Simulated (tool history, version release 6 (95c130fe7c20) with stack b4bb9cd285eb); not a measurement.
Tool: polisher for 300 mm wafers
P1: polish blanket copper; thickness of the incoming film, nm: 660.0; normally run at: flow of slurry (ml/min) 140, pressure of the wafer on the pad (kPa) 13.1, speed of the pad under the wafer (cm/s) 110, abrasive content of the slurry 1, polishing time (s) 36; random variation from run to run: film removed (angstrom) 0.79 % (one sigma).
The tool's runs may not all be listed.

run	day	flow of slurry (ml/min)	pressure of the wafer on the pad (kPa)	speed of the pad under the wafer (cm/s)	abrasive content of the slurry	polishing time (s)	wafers polished on this pad	hours since the slurry nozzle was cleaned	hours since the head pressure was calibrated	hours since the slurry blender was calibrated	film removed (angstrom)
1	0.167	140	13.1	110	1	36	661	115.5	454.4	236.9	710.5
2	0.538	215	9.7	110	1	36	759	124.4	463.3	245.8	561.77
# day 0.675: worn pad replaced by a new one
3	0.871	140	13.1	110	1	36	51	132.4	471.3	253.8	709.77
4	1.238	140	13.1	166	0.65	36	148	141.2	480.1	262.6	978.96
5	1.612	140	13.1	110	1	36	246	150.2	489.1	271.6	710.65
6	1.875	140	13.1	140	1	36	316	156.5	495.4	277.9	899.42
7	2.208	140	13.1	110	1	36	403	164.5	503.4	285.9	720.83
8	2.525	140	13.1	110	1	16	487	172.1	511	293.5	319.98
9	2.854	140	13.1	58	1	36	573	180	518.9	301.4	378.57
10	3.088	140	9	110	1	36	635	185.6	524.5	307	496.35
11	3.321	140	13.1	110	1.45	36	696	191.2	530.1	312.6	768.53
# day 3.558: head pressure recalibrated
12	3.604	85	13.1	110	1	36	771	198	1.2	319.4	639.5
13	3.958	195	13.1	110	1	36	864	206.5	9.7	327.9	750.39
14	4.2	140	13.1	158	1.2	36	927	212.3	15.5	333.7	1064.4
15	4.462	140	13.1	110	0.6	36	996	218.6	21.8	340	640.45
16	4.638	140	13.1	110	1	36	1042	222.8	26	344.2	715.77
17	4.933	140	16.5	110	1	36	1120	229.9	33.1	351.3	905.99
18	5.117	140	13.1	110	1	56	1169	234.3	37.5	355.7	1118.7
19	5.442	140	13.1	110	1	36	1254	242.1	45.3	363.5	720.27
20	5.783	140	13.1	110	1	36	1344	250.3	53.5	371.7	708.81
21	6.133	140	13.1	110	1	36	1436	258.7	61.9	380.1	685.85
22	6.417	140	13.1	110	1	36	1511	265.5	68.7	386.9	675.11
23	6.638	140	13.1	110	1	36	1569	270.8	74	392.2	679.03
24	6.812	140	13.1	110	1	36	1615	275	78.2	396.4	659.02
# day 6.85: head pressure recalibrated
# day 6.858: worn pad replaced by a new one
25	6.975	140	13.1	110	1	36	31	278.9	3	400.3	661.09
26	7.142	140	13.1	110	1	36	75	282.9	7	404.3	657.28
27	7.358	140	13.1	110	1	36	132	288.1	12.2	409.5	657.09
28	7.538	140	13.1	110	1	36	179	292.4	16.5	413.8	646.45
29	7.738	140	13.1	110	1	36	232	297.2	21.3	418.6	652.21

What P1 gives has crept away from where it was. These 2 causes fit the log equally well, each at the size given:
A: abrasive missing from the slurry, % = 34.3
B: slurry flow missing at the pad, % = 32.5
The creep began at about day 5.783.
Why every other cause is out:
removal rate lost through wear of the pad, %: serviced at day 6.858, which brought nothing back
head's pressure below its setpoint, %: serviced at day 6.85, which brought nothing back

4 check runs are offered, each on 2 wafers whose results are averaged, their results left as question marks. Which one tells the causes apart?
check 1	7.938	85	13.1	110	1	36					?
check 2	7.938	140	13.1	110	0.65	36					?
check 3	7.938	140	13.1	64	1	36					?
check 4	7.938	140	13.1	78	1	36					?

What each check would give under each cause:
check	result	if A	if B
check 1	film removed (angstrom)	582.14	555.49
check 2	film removed (angstrom)	600.83	598.13
check 3	film removed (angstrom)	380.64	380.74
check 4	film removed (angstrom)	463.9	464.03
How far apart the two closest causes lie, in the result that separates them most: check 1 4.69 %; check 2 0.45 %; check 3 0.03 %; check 4 0.03 %
Only check 1 tells the causes apart: in the others they would give nearly the same result.

Check 1 was then run and gave: film removed (angstrom) 585.69. Which cause is it?

It is A: abrasive missing from the slurry, %.
